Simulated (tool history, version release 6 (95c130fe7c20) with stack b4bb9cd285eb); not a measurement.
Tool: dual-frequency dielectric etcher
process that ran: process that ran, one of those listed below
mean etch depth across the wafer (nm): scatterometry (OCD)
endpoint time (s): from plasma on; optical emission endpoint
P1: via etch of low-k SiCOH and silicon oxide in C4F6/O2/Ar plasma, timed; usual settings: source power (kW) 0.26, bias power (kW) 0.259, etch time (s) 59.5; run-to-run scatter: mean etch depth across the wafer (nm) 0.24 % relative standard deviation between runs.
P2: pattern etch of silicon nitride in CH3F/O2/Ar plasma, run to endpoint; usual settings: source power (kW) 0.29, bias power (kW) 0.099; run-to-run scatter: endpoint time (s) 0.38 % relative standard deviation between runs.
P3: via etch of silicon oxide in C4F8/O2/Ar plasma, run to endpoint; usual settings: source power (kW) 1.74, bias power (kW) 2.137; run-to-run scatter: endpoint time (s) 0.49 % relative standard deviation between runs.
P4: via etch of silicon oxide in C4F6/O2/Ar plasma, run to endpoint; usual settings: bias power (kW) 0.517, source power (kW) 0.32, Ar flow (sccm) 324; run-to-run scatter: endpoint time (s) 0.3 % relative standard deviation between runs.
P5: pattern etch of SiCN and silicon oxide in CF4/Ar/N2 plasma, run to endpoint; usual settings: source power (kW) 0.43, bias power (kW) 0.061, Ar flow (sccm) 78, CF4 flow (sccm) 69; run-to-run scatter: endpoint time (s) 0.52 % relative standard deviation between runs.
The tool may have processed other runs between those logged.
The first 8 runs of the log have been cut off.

| run | day | process that ran | source power (kW) | bias power (kW) | etch time (s) | Ar flow (sccm) | CF4 flow (sccm) | hours since the last wet clean | hours since the last source power generator calibration | hours since the last bias power generator calibration | mean etch depth across the wafer (nm) | endpoint time (s) |
|---|---|---|---|---|---|---|---|---|---|---|---|---|
| 9 | 2.808 | P1 | 0.26 | 0.259 | 77 |  |  | 187.3 | 26.3 | 1201.7 | 208.22 |  |
| 10 | 3.029 | P3 | 1.74 | 2.137 |  |  |  | 192.6 | 31.6 | 1207 |  | 311.34 |
| 11 | 3.338 | P4 | 0.32 | 0.517 |  | 192 |  | 200 | 39 | 1214.4 |  | 32.285 |
| 12 | 3.6 | P1 | 0.2 | 0.259 | 59.5 |  |  | 206.3 | 45.3 | 1220.7 | 145.4 |  |
| 13 | 3.829 | P3 | 1.74 | 2.137 |  |  |  | 211.8 | 50.8 | 1226.2 |  | 314.76 |
| 14 | 4.075 | P1 | 0.22 | 0.259 | 35.5 |  |  | 217.7 | 56.7 | 1232.1 | 89.545 |  |
| 15 | 4.425 | P1 | 0.26 | 0.259 | 59.5 |  |  | 226.1 | 65.1 | 1240.5 | 160.57 |  |
| 16 | 4.746 | P1 | 0.26 | 0.259 | 59.5 |  |  | 233.8 | 72.8 | 1248.2 | 160.32 |  |
| 17 | 4.95 | P1 | 0.26 | 0.259 | 59.5 |  |  | 238.7 | 77.7 | 1253.1 | 160.34 |  |
| 18 | 5.15 | P1 | 0.26 | 0.152 | 59.5 |  |  | 243.5 | 82.5 | 1257.9 | 134.57 |  |
| 19 | 5.412 | P5 | 0.43 | 0.061 |  | 78 | 69 | 249.8 | 88.8 | 1264.2 |  | 12.375 |
| 20 | 5.625 | P2 | 0.29 | 0.059 |  |  |  | 254.9 | 93.9 | 1269.3 |  | 60.995 |
| 21 | 6.017 | P5 | 0.43 | 0.061 |  | 78 | 69 | 264.3 | 103.3 | 1278.7 |  | 12.342 |
| 22 | 6.342 | P1 | 0.26 | 0.259 | 39.5 |  |  | 272.1 | 111.1 | 1286.5 | 106.69 |  |
| 23 | 6.771 | P5 | 0.43 | 0.079 |  | 78 | 69 | 282.4 | 121.4 | 1296.8 |  | 11.345 |
| 24 | 7.142 | P3 | 1.05 | 2.137 |  |  |  | 291.3 | 130.3 | 1305.7 |  | 385.7 |

What will run 25 give?
|  | 7.212 | bias power generator calibrated |
| 25 | 7.467 | P5 | 0.43 | 0.061 |  | 50 | 69 | 299.1 | 138.1 | 6.1 |  | ? |

Logged for run 25: endpoint time (s) 11.644.
